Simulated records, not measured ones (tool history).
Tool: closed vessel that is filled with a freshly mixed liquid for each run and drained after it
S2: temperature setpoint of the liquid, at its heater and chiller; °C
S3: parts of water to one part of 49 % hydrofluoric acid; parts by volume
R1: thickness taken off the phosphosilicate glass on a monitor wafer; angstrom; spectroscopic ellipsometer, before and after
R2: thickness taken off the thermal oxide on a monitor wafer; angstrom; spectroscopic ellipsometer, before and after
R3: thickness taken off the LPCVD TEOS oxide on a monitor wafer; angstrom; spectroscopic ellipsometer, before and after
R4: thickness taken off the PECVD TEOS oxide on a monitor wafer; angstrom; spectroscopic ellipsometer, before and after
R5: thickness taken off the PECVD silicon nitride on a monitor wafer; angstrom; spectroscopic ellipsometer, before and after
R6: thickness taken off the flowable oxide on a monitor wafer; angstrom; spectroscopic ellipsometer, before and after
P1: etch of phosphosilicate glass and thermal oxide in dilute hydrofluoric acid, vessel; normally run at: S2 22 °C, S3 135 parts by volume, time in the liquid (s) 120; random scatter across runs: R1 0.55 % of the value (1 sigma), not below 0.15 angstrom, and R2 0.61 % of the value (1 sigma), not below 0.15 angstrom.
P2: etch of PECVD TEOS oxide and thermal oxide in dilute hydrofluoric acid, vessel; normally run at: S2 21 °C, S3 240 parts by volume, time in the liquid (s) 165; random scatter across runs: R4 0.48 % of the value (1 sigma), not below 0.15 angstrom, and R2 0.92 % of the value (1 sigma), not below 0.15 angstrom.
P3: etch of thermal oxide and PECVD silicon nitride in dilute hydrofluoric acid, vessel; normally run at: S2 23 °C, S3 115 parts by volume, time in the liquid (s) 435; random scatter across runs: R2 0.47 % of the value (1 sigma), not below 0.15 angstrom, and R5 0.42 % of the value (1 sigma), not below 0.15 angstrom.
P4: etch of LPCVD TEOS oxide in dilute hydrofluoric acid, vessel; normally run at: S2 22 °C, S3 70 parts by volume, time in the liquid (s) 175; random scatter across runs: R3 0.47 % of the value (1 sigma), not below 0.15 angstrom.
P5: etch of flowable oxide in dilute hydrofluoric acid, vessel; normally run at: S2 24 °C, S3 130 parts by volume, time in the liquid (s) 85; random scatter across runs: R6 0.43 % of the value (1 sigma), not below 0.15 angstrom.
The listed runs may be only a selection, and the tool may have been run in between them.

Run 1, hour 8.9: process that ran P1, S2 22 °C, S3 135 parts by volume, time in the liquid (s) 120. Result: R1 480.5 angstrom, R2 36.608 angstrom.
Run 2, hour 14.1: process that ran P4, S2 22 °C, S3 70 parts by volume, time in the liquid (s) 175. Result: R3 556.46 angstrom.
Run 3, hour 22.7: process that ran P1, S2 22 °C, S3 135 parts by volume, time in the liquid (s) 120. Result: R1 476.58 angstrom, R2 37.336 angstrom.
Run 4, hour 28: process that ran P2, S2 21 °C, S3 240 parts by volume, time in the liquid (s) 165. Result: R2 23.743 angstrom, R4 47.804 angstrom.
Run 5, hour 36.9: process that ran P4, S2 22 °C, S3 70 parts by volume, time in the liquid (s) 340. Result: R3 1080.7 angstrom.
Run 6, hour 44.3: process that ran P3, S2 23 °C, S3 185 parts by volume, time in the liquid (s) 435. Result: R2 100.14 angstrom, R5 54.319 angstrom.
Run 7, hour 49.7: process that ran P5, S2 24 °C, S3 130 parts by volume, time in the liquid (s) 85. Result: R6 179.14 angstrom.
Run 8, hour 56.2: process that ran P5, S2 24 °C, S3 130 parts by volume, time in the liquid (s) 85. Result: R6 181.59 angstrom.
Run 9, hour 63.3: process that ran P1, S2 22 °C, S3 135 parts by volume, time in the liquid (s) 120. Result: R1 475.43 angstrom, R2 36.966 angstrom.
Run 10, hour 67.8: process that ran P3, S2 23 °C, S3 115 parts by volume, time in the liquid (s) 435. Result: R2 174.89 angstrom, R5 86.403 angstrom.
Run 11, hour 72: process that ran P1, S2 22 °C, S3 135 parts by volume, time in the liquid (s) 120. Result: R1 474.59 angstrom, R2 36.879 angstrom.
Run 12, hour 80.3: process that ran P1, S2 22 °C, S3 55 parts by volume, time in the liquid (s) 195. Result: R1 2072.1 angstrom, R2 161.03 angstrom.
Run 13, hour 89: process that ran P1, S2 17 °C, S3 135 parts by volume, time in the liquid (s) 120. Result: R1 384.97 angstrom, R2 30.423 angstrom.
Run 14, hour 95.5: process that ran P1, S2 22 °C, S3 135 parts by volume, time in the liquid (s) 120. Result: R1 473.91 angstrom, R2 37.044 angstrom.
Run 15, hour 99.6: process that ran P4, S2 22 °C, S3 70 parts by volume, time in the liquid (s) 175. Result: R3 558.83 angstrom.
Run 16, hour 107.4: process that ran P5, S2 24 °C, S3 60 parts by volume, time in the liquid (s) 85. Result: R6 425.87 angstrom.
Run 17, hour 116: process that ran P1, S2 22 °C, S3 135 parts by volume, time in the liquid (s) 210. Result: R1 826.01 angstrom, R2 65.273 angstrom.
Run 18, hour 124.2: process that ran P3, S2 31 °C, S3 115 parts by volume, time in the liquid (s) 435. Result: R2 236.51 angstrom, R5 144.53 angstrom.
Run 19, hour 131.1: process that ran P1, S2 22 °C, S3 215 parts by volume, time in the liquid (s) 120. Result: R1 276.4 angstrom, R2 21.657 angstrom.
Run 20, hour 139.9: process that ran P3, S2 23 °C, S3 115 parts by volume, time in the liquid (s) 435. Result: R2 174.67 angstrom, R5 85.878 angstrom.
Run 21, hour 145.1: process that ran P2, S2 21 °C, S3 240 parts by volume, time in the liquid (s) 165. Result: R2 24.036 angstrom, R4 48.076 angstrom.
Run 22, hour 153.6: process that ran P3, S2 23 °C, S3 115 parts by volume, time in the liquid (s) 175. Result: R2 70.19 angstrom, R5 34.63 angstrom.
Run 23, hour 157.9: process that ran P5, S2 31 °C, S3 130 parts by volume, time in the liquid (s) 85. Result: R6 235.59 angstrom.
Run 24, hour 163.9: process that ran P2, S2 29 °C, S3 240 parts by volume, time in the liquid (s) 165. Result: R2 32.626 angstrom, R4 62.767 angstrom.
Run 25, hour 172.8: process that ran P4, S2 22 °C, S3 105 parts by volume, time in the liquid (s) 175. Result: R3 357.91 angstrom.
Run 26, hour 180: process that ran P2, S2 21 °C, S3 65 parts by volume, time in the liquid (s) 165. Result: R2 107.56 angstrom, R4 214.16 angstrom.
Run 27, hour 187.6: process that ran P1, S2 22 °C, S3 135 parts by volume, time in the liquid (s) 30. Result: R1 119.25 angstrom, R2 9.2818 angstrom.
Run 28, hour 194: process that ran P1, S2 30 °C, S3 135 parts by volume, time in the liquid (s) 120. Result: R1 644.54 angstrom, R2 50.192 angstrom.
Run 29, hour 198.7: process that ran P2, S2 21 °C, S3 240 parts by volume, time in the liquid (s) 330. Result: R2 48.039 angstrom, R4 95.717 angstrom.
Run 30, hour 203.6: process that ran P1, S2 22 °C, S3 55 parts by volume, time in the liquid (s) 120. Result: R1 1285.8 angstrom, R2 99.495 angstrom.
Run 31, hour 208.1: process that ran P4, S2 17 °C, S3 70 parts by volume, time in the liquid (s) 175. Result: R3 447.6 angstrom.
Run 32, hour 214.5: process that ran P5, S2 24 °C, S3 130 parts by volume, time in the liquid (s) 130. Result: R6 274.52 angstrom.
Run 33, hour 220: process that ran P1, S2 22 °C, S3 135 parts by volume, time in the liquid (s) 120. Result: R1 473.68 angstrom, R2 37.129 angstrom.
Run 34, hour 228.3: process that ran P1, S2 22 °C, S3 135 parts by volume, time in the liquid (s) 120. Result: R1 489.93 angstrom, R2 38.131 angstrom.
Run 35, hour 236.6: process that ran P1, S2 22 °C, S3 135 parts by volume, time in the liquid (s) 120. Result: R1 493.66 angstrom, R2 39.072 angstrom.
Run 36, hour 242.2: process that ran P1, S2 22 °C, S3 135 parts by volume, time in the liquid (s) 120. Result: R1 502.87 angstrom, R2 39.005 angstrom.
Run 37, hour 249.8: process that ran P1, S2 22 °C, S3 135 parts by volume, time in the liquid (s) 120. Result: R1 503.26 angstrom, R2 39.406 angstrom.
Run 38, hour 255.1: process that ran P1, S2 22 °C, S3 135 parts by volume, time in the liquid (s) 120. Result: R1 503.99 angstrom, R2 39.307 angstrom.
Run 39, hour 261.4: process that ran P1, S2 22 °C, S3 135 parts by volume, time in the liquid (s) 120. Result: R1 512.69 angstrom, R2 39.258 angstrom.
Run 40, hour 267.9: process that ran P1, S2 22 °C, S3 135 parts by volume, time in the liquid (s) 120. Result: R1 503.14 angstrom, R2 40.168 angstrom.
Run 41, hour 273.2: process that ran P1, S2 22 °C, S3 135 parts by volume, time in the liquid (s) 120. Result: R1 507.76 angstrom, R2 39.454 angstrom.
Run 42, hour 281.7: process that ran P1, S2 22 °C, S3 135 parts by volume, time in the liquid (s) 120. Result: R1 508.57 angstrom, R2 39.284 angstrom.

P1 has crept away from where it was. The log is fitted equally well by each of these 2 causes, at the sizes shown:
A: hydrofluoric acid flow above the setpoint (%) = 6.43
B: liquid hotter than its thermometer reads (K) = 1.84
The gradual shift began around hour 220.

Listed below are the offered check runs, one wafer per run, with question marks in place of results. For which of them would the causes give clearly different outcomes?
Run check 1, hour 290.2: process that ran P2, S2 21 °C, S3 240 parts by volume, time in the liquid (s) 165. Result: R2 ?, R4 ?.
Run check 2, hour 290.2: process that ran P4, S2 22 °C, S3 70 parts by volume, time in the liquid (s) 175. Result: R3 ?.
Run check 3, hour 290.2: process that ran P3, S2 23 °C, S3 115 parts by volume, time in the liquid (s) 435. Result: R2 ?, R5 ?.
Run check 4, hour 290.2: process that ran P5, S2 24 °C, S3 130 parts by volume, time in the liquid (s) 85. Result: R6 ?.

Check results expected under each cause:
  check  result    if A    if B
check 1      R2  25.966  25.747
check 1      R4  51.649  51.213
check 2      R3   594.8  599.39
check 3      R2  187.46  187.76
check 3      R5  91.987  97.593
check 4      R6  194.08  193.91
Separation of the two closest causes in each check, using whichever result separates them best: check 1 0.85 %; check 2 0.77 %; check 3 5.92 %; check 4 0.09 %
The causes can be told apart only by check 3. The other checks would give nearly the same results under each of them.

Check 3 has now been run. It gave: R2 186.38 angstrom; R5 98.282 angstrom. Which of the candidate causes is it?

The cause is B: liquid hotter than its thermometer reads (K).
